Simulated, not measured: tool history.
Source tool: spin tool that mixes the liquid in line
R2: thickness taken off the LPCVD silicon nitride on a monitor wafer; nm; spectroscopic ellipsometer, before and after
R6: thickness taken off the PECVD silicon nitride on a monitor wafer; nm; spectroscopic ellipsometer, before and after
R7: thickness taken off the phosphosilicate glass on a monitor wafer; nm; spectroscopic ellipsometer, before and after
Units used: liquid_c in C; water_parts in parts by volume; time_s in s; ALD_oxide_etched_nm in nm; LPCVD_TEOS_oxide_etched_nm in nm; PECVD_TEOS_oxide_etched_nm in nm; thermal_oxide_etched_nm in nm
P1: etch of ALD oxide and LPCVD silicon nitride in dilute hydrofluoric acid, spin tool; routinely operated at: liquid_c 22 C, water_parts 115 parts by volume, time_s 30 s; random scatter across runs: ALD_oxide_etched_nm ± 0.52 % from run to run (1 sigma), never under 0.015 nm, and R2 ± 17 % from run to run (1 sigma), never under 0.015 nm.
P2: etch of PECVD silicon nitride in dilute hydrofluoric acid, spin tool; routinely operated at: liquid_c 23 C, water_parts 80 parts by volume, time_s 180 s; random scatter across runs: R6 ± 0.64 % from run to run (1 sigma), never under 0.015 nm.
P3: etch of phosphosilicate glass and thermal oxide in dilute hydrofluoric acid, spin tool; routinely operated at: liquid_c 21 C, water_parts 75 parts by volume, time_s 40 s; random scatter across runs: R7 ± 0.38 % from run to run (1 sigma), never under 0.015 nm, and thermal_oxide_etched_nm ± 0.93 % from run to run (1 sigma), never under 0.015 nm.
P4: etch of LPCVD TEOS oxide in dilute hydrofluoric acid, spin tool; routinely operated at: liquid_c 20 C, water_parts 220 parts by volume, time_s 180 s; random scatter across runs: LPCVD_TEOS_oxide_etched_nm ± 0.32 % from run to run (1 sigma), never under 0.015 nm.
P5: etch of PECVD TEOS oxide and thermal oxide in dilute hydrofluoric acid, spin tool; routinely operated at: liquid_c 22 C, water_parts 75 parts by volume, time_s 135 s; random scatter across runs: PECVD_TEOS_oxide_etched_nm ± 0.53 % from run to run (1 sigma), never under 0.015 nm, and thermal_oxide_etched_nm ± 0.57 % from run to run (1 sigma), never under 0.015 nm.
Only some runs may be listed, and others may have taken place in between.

run 1 hour=8.8 | process=P1 liquid_c=22 water_parts=115 time_s=30 | ALD_oxide_etched_nm=4.7841 R2=0.12857
run 2 hour=18.5 | process=P4 liquid_c=20 water_parts=220 time_s=15 | LPCVD_TEOS_oxide_etched_nm=1.4459
run 3 hour=28.9 | process=P5 liquid_c=22 water_parts=75 time_s=70 | PECVD_TEOS_oxide_etched_nm=10.286 thermal_oxide_etched_nm=4.1996
run 4 hour=37.6 | process=P1 liquid_c=22 water_parts=115 time_s=50 | ALD_oxide_etched_nm=8.0208 R2=0.18049
run 5 hour=46.2 | process=P4 liquid_c=17 water_parts=220 time_s=180 | LPCVD_TEOS_oxide_etched_nm=15.547
run 6 hour=55.4 | process=P4 liquid_c=20 water_parts=220 time_s=180 | LPCVD_TEOS_oxide_etched_nm=17.497
run 7 hour=63.1 | process=P1 liquid_c=22 water_parts=115 time_s=30 | ALD_oxide_etched_nm=4.8159 R2=0.17194
run 8 hour=68.1 | process=P4 liquid_c=20 water_parts=220 time_s=180 | LPCVD_TEOS_oxide_etched_nm=17.397
run 9 hour=77.7 | process=P2 liquid_c=23 water_parts=145 time_s=180 | R6=2.7171
run 10 hour=88 | process=P5 liquid_c=22 water_parts=75 time_s=135 | PECVD_TEOS_oxide_etched_nm=19.811 thermal_oxide_etched_nm=8.2273
run 11 hour=94 | process=P1 liquid_c=22 water_parts=45 time_s=30 | ALD_oxide_etched_nm=13.329 R2=0.31561
run 12 hour=102.9 | process=P1 liquid_c=22 water_parts=180 time_s=30 | ALD_oxide_etched_nm=2.8781 R2=0.12436
run 13 hour=109.4 | process=P1 liquid_c=22 water_parts=115 time_s=30 | ALD_oxide_etched_nm=4.8168 R2=0.18152
run 14 hour=117.4 | process=P2 liquid_c=23 water_parts=80 time_s=180 | R6=4.8927
run 15 hour=126 | process=P3 liquid_c=21 water_parts=75 time_s=40 | thermal_oxide_etched_nm=2.2995 R7=60.441
run 16 hour=134.6 | process=P2 liquid_c=23 water_parts=80 time_s=180 | R6=4.8494
run 17 hour=139.3 | process=P3 liquid_c=21 water_parts=75 time_s=15 | thermal_oxide_etched_nm=0.8971 R7=22.532
run 18 hour=148.7 | process=P5 liquid_c=22 water_parts=105 time_s=135 | PECVD_TEOS_oxide_etched_nm=13.674 thermal_oxide_etched_nm=5.6114
run 19 hour=157.1 | process=P1 liquid_c=17 water_parts=115 time_s=30 | ALD_oxide_etched_nm=3.8981 R2=0.090163
run 20 hour=165.6 | process=P2 liquid_c=17 water_parts=80 time_s=180 | R6=3.2483
run 21 hour=174.2 | process=P5 liquid_c=17 water_parts=75 time_s=135 | PECVD_TEOS_oxide_etched_nm=15.982 thermal_oxide_etched_nm=6.631
run 22 hour=182 | process=P1 liquid_c=22 water_parts=115 time_s=30 | ALD_oxide_etched_nm=4.8131 R2=0.10222
run 23 hour=189.7 | process=P1 liquid_c=28 water_parts=115 time_s=30 | ALD_oxide_etched_nm=6.0377 R2=0.16979
run 24 hour=199.8 | process=P3 liquid_c=21 water_parts=120 time_s=40 | thermal_oxide_etched_nm=1.3971 R7=35.704
run 25 hour=205.4 | process=P5 liquid_c=22 water_parts=75 time_s=135 | PECVD_TEOS_oxide_etched_nm=19.904 thermal_oxide_etched_nm=8.1322
run 26 hour=211.1 | process=P1 liquid_c=22 water_parts=115 time_s=15 | ALD_oxide_etched_nm=2.393 R2=0.088033
run 27 hour=218 | process=P1 liquid_c=29 water_parts=115 time_s=55 | ALD_oxide_etched_nm=11.675 R2=0.49649
run 28 hour=222.7 | process=P1 liquid_c=22 water_parts=45 time_s=60 | ALD_oxide_etched_nm=26.67 R2=0.62812
run 29 hour=232.9 | process=P2 liquid_c=23 water_parts=80 time_s=325 | R6=8.7943
run 30 hour=237.8 | process=P3 liquid_c=26.5 water_parts=75 time_s=40 | thermal_oxide_etched_nm=2.9084 R7=75.545
run 31 hour=247.3 | process=P1 liquid_c=22 water_parts=115 time_s=30 | ALD_oxide_etched_nm=4.7952 R2=0.15879
run 32 hour=252.8 | process=P4 liquid_c=20 water_parts=110 time_s=180 | LPCVD_TEOS_oxide_etched_nm=39.003
run 33 hour=261.3 | process=P1 liquid_c=22 water_parts=60 time_s=60 | ALD_oxide_etched_nm=19.614 R2=0.43879
run 34 hour=269.8 | process=P1 liquid_c=22 water_parts=115 time_s=30 | ALD_oxide_etched_nm=4.8027 R2=0.1383
run 35 hour=278.4 | process=P1 liquid_c=22 water_parts=115 time_s=30 | ALD_oxide_etched_nm=4.6541 R2=0.15337
run 36 hour=285.4 | process=P1 liquid_c=22 water_parts=115 time_s=30 | ALD_oxide_etched_nm=4.6309 R2=0.16187
run 37 hour=295 | process=P1 liquid_c=22 water_parts=115 time_s=30 | ALD_oxide_etched_nm=4.541 R2=0.15213
run 38 hour=301.3 | process=P1 liquid_c=22 water_parts=115 time_s=30 | ALD_oxide_etched_nm=4.4744 R2=0.13941
run 39 hour=309.8 | process=P1 liquid_c=22 water_parts=115 time_s=30 | ALD_oxide_etched_nm=4.486 R2=0.11062
run 40 hour=315 | process=P1 liquid_c=22 water_parts=115 time_s=30 | ALD_oxide_etched_nm=4.4931 R2=0.1193
run 41 hour=321.7 | process=P1 liquid_c=22 water_parts=115 time_s=30 | ALD_oxide_etched_nm=4.484 R2=0.090793

What P1 gives has crept away from where it was. These 2 causes fit the log equally well, each at the size given:
A: liquid colder than its thermometer reads (K) = 1.68
B: hydrofluoric acid flow below the setpoint (%) = 5.76
At approximately hour 269.8, the process output began to creep.

Below are 4 check runs, each averaged over 2 wafers, with their results shown as question marks. Which of them would give clearly different results depending on which cause is behind the drift?
run check 1 hour=328.4 | process=P2 liquid_c=23 water_parts=140 time_s=265 | R6=?
run check 2 hour=328.4 | process=P3 liquid_c=21 water_parts=110 time_s=40 | thermal_oxide_etched_nm=? R7=?
run check 3 hour=328.4 | process=P4 liquid_c=17 water_parts=220 time_s=85 | LPCVD_TEOS_oxide_etched_nm=?
run check 4 hour=328.4 | process=P5 liquid_c=17 water_parts=75 time_s=135 | PECVD_TEOS_oxide_etched_nm=? thermal_oxide_etched_nm=?

Outcome of each check run for each possible cause:
check=check_1 result=R6 if_A=3.7157 if_B=3.9144
check=check_2 result=thermal_oxide_etched_nm if_A=1.4454 if_B=1.4477
check=check_2 result=R7 if_A=36.812 if_B=36.872
check=check_3 result=LPCVD_TEOS_oxide_etched_nm if_A=6.8466 if_B=6.8164
check=check_4 result=PECVD_TEOS_oxide_etched_nm if_A=14.891 if_B=15.015
check=check_4 result=thermal_oxide_etched_nm if_A=6.166 if_B=6.2171
Separation of the two closest causes in each check, using whichever result separates them best: check 1 5.21 %; check 2 0.16 %; check 3 0.44 %; check 4 0.82 %
Of the check runs offered, only check 1 discriminates between the causes; the rest would read about the same regardless of which cause applies.

Check 1 was then run and gave: R6 3.9239 nm. Which cause is it?

Of the candidate causes, it is B: hydrofluoric acid flow below the setpoint (%).
